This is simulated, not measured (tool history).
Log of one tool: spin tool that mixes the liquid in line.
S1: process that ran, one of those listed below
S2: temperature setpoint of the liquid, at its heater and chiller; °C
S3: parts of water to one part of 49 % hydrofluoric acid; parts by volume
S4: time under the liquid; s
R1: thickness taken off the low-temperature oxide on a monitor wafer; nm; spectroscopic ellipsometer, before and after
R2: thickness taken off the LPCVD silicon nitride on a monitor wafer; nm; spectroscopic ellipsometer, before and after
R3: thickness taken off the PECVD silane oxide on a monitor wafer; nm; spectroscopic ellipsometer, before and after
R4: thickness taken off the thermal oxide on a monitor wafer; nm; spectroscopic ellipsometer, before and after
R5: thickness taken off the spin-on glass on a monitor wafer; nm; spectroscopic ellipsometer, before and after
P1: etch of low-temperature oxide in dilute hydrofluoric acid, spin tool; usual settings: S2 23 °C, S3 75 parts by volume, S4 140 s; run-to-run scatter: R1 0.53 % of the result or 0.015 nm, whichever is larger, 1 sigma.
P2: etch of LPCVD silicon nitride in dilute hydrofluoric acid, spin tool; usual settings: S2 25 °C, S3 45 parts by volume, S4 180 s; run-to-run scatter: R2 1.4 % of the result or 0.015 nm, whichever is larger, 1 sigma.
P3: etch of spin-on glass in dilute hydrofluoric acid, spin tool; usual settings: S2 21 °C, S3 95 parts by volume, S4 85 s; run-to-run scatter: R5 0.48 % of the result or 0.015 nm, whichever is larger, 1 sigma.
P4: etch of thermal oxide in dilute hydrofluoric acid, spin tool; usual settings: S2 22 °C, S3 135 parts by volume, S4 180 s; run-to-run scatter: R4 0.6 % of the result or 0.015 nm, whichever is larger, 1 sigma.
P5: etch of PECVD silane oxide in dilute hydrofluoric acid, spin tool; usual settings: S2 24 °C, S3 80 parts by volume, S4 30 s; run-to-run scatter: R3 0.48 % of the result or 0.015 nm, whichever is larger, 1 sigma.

{"run": 1, "hour": 5.0, "S1": "P1", "S2": 23, "S3": 75, "S4": 140, "R1": 33.647}
{"run": 2, "hour": 12.9, "S1": "P1", "S2": 23, "S3": 75, "S4": 140, "R1": 33.277}
{"run": 3, "hour": 17.3, "S1": "P2", "S2": 25, "S3": 45, "S4": 180, "R2": 2.007}
{"run": 4, "hour": 21.9, "S1": "P1", "S2": 23, "S3": 75, "S4": 25, "R1": 5.9588}
{"run": 5, "hour": 27.1, "S1": "P5", "S2": 24, "S3": 130, "S4": 30, "R3": 4.7429}
{"run": 6, "hour": 34.7, "S1": "P1", "S2": 23, "S3": 75, "S4": 140, "R1": 33.397}
{"run": 7, "hour": 39.8, "S1": "P1", "S2": 29.5, "S3": 50, "S4": 140, "R1": 67.197}
{"run": 8, "hour": 47.9, "S1": "P1", "S2": 27, "S3": 75, "S4": 140, "R1": 39.074}
{"run": 9, "hour": 54.2, "S1": "P2", "S2": 19, "S3": 45, "S4": 180, "R2": 1.3021}
{"run": 10, "hour": 59.0, "S1": "P4", "S2": 22, "S3": 135, "S4": 90, "R4": 2.8875}
{"run": 11, "hour": 63.8, "S1": "P1", "S2": 30, "S3": 30, "S4": 140, "R1": 118.87}
{"run": 12, "hour": 71.2, "S1": "P4", "S2": 22, "S3": 45, "S4": 180, "R4": 19.212}
{"run": 13, "hour": 78.9, "S1": "P1", "S2": 23, "S3": 20, "S4": 140, "R1": 134.57}
{"run": 14, "hour": 83.6, "S1": "P1", "S2": 23, "S3": 75, "S4": 225, "R1": 53.897}
{"run": 15, "hour": 89.5, "S1": "P5", "S2": 31.5, "S3": 80, "S4": 30, "R3": 10.932}
{"run": 16, "hour": 96.0, "S1": "P3", "S2": 21, "S3": 95, "S4": 35, "R5": 21.2}
{"run": 17, "hour": 100.4, "S1": "P2", "S2": 25, "S3": 45, "S4": 180, "R2": 2.0045}
{"run": 18, "hour": 106.2, "S1": "P1", "S2": 23, "S3": 75, "S4": 140, "R1": 33.132}
{"run": 19, "hour": 111.2, "S1": "P1", "S2": 23, "S3": 75, "S4": 140, "R1": 33.308}
{"run": 20, "hour": 118.5, "S1": "P3", "S2": 21, "S3": 175, "S4": 85, "R5": 25.776}
{"run": 21, "hour": 124.4, "S1": "P5", "S2": 24, "S3": 80, "S4": 15, "R3": 4.0557}
{"run": 22, "hour": 132.5, "S1": "P2", "S2": 25, "S3": 45, "S4": 315, "R2": 3.4358}
{"run": 23, "hour": 136.2, "S1": "P2", "S2": 25, "S3": 65, "S4": 180, "R2": 1.4099}
{"run": 24, "hour": 141.3, "S1": "P3", "S2": 21, "S3": 95, "S4": 85, "R5": 51.706}
{"run": 25, "hour": 149.2, "S1": "P1", "S2": 19.5, "S3": 20, "S4": 140, "R1": 115.31}

The next listed run, before its measurement:
{"run": 26, "hour": 155.3, "S1": "P4", "S2": 18, "S3": 135, "S4": 180, "R4": "?"}

R4: 4.9292 nm
